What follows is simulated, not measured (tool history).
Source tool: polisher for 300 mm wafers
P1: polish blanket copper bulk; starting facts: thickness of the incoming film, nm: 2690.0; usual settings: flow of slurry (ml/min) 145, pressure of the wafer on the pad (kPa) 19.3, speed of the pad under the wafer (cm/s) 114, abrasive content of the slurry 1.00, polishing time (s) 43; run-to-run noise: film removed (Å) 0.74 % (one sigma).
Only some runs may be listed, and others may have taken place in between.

run   hour  flow of slurry (ml/min)  pressure of the wafer on the pad (kPa)  speed of the pad under the wafer (cm/s)  abrasive content of the slurry  polishing time (s)  wafers polished on this pad  hours since the slurry nozzle was cleaned  hours since the head pressure was calibrated  hours since the slurry blender was calibrated  film removed (Å)
  1    6.0                      145                                    19.3                                      114                            1.00                  43                          344                                      118.4                                         328.6                                          131.1            5057.7
  2   18.0                      145                                    19.3                                      176                            1.00                  43                          450                                      130.4                                         340.6                                          143.1            7807.2
  3   24.8                      145                                    19.3                                      140                            1.00                  30                          511                                      137.2                                         347.4                                          149.9            4281.3
  4   35.5                      145                                    19.3                                      114                            1.00                  66                          605                                      147.9                                         358.1                                          160.6            7733.6
  5   42.9                      145                                    19.3                                      114                            0.55                  43                          671                                      155.3                                         365.5                                          168.0            4447.1
      43.1  -- slurry nozzle cleaned
  6   51.5                      145                                    19.3                                      114                            1.00                  43                          747                                        8.5                                         374.1                                          176.6            5031.1
  7   64.4                      200                                    19.3                                      114                            1.00                  43                          861                                       21.4                                         387.0                                          189.5            5274.1
  8   76.4                      145                                    30.3                                      114                            1.00                  43                          967                                       33.4                                         399.0                                          201.5            7956.3
  9   89.0                      145                                    19.3                                       52                            1.00                  43                         1078                                       46.0                                         411.6                                          214.1            2285.1
 10  101.1                      145                                    19.3                                      114                            1.00                  43                         1185                                       58.1                                         423.7                                          226.2            5035.6
 11  108.7                      145                                    19.3                                      114                            1.00                  43                         1252                                       65.7                                         431.3                                          233.8            5123.1
     110.3  -- head pressure recalibrated
 12  119.1                       85                                    19.3                                      114                            1.00                  43                         1344                                       76.1                                           8.9                                          244.2            4424.4
 13  128.0                      145                                    19.3                                      114                            1.00                  43                         1423                                       85.0                                          17.8                                          253.1            5019.3
 14  140.0                      145                                    19.3                                      114                            1.30                  43                         1529                                       97.0                                          29.8                                          265.1            5273.6
     145.4  -- worn pad replaced by a new one
 15  153.0                      145                                    19.3                                      114                            1.00                  19                           67                                      110.0                                          42.8                                          278.1            2243.0
 16  164.1                      145                                     9.0                                      114                            1.00                  43                          165                                      121.1                                          53.9                                          289.2            2355.6
 17  171.0                      145                                    19.3                                      114                            1.00                  43                          226                                      128.0                                          60.8                                          296.1            5005.4
 18  181.0                      145                                    19.3                                      114                            1.00                  43                          315                                      138.0                                          70.8                                          306.1            5015.2
 19  190.9                      145                                    19.3                                      114                            1.00                  43                          402                                      147.9                                          80.7                                          316.0            4844.9
 20  204.1                      145                                    19.3                                      114                            1.00                  43                          519                                      161.1                                          93.9                                          329.2            4700.8
     216.3  -- head pressure recalibrated
 21  217.1                      145                                    19.3                                      114                            1.00                  43                          634                                      174.1                                           0.9                                          342.2            4699.0
     221.0  -- worn pad replaced by a new one
 22  223.1                      145                                    19.3                                      114                            1.00                  43                           19                                      180.1                                           6.9                                          348.2            4639.4
 23  230.4                      145                                    19.3                                      114                            1.00                  43                           83                                      187.4                                          14.2                                          355.5            4614.2
 24  237.0                      145                                    19.3                                      114                            1.00                  43                          142                                      194.0                                          20.8                                          362.1            4581.3
 25  249.1                      145                                    19.3                                      114                            1.00                  43                          249                                      206.1                                          32.9                                          374.2            4546.5

What P1 gives has crept off from where it sat before. The 2 causes that follow fit the log equally well, each at the size noted:
A: slurry flow missing at the pad, % = 34
B: abrasive missing from the slurry, % = 34.8
Onset of the creep was near hour 181.0.
Every other cause this tool's parts could produce, and why it does not fit the log:
removal rate lost through wear of the pad, %: maintenance at hour 221.0, after the shift began, did not return the process to its former output
head's pressure below its setpoint, %: maintenance at hour 216.3, after the shift began, did not return the process to its former output

Of the 4 check runs listed below, each run on one wafer and each result written as a question mark, which would let you distinguish the listed causes because they would give clearly different results?
check 1  261.2                      145                                    19.3                                       58                            1.00                  43                                                                                                                                                                                      ?
check 2  261.2                      145                                    19.3                                       80                            1.00                  66                                                                                                                                                                                      ?
check 3  261.2                      145                                    29.6                                      114                            1.00                  19                                                                                                                                                                                      ?
check 4  261.2                       85                                    19.3                                      114                            0.80                  43                                                                                                                                                                                      ?

If the cause were each of the candidates in turn, the checks would give the following:
  check            result    if A    if B
check 1  film removed (Å)  2340.1  2340.5
check 2  film removed (Å)  4954.1  4955.0
check 3  film removed (Å)  3121.1  3121.6
check 4  film removed (Å)  3686.1  3895.4
Separation of the two closest causes in each check, using whichever result separates them best: check 1 0.02 %; check 2 0.02 %; check 3 0.02 %; check 4 5.52 %
Check 4 distinguishes between the causes, while the remaining checks would return nearly the same result for all of them.

Check 4 was then run and gave: film removed (Å) 3649.2. Which cause is it?

The correct cause is A, namely: slurry flow missing at the pad, %.
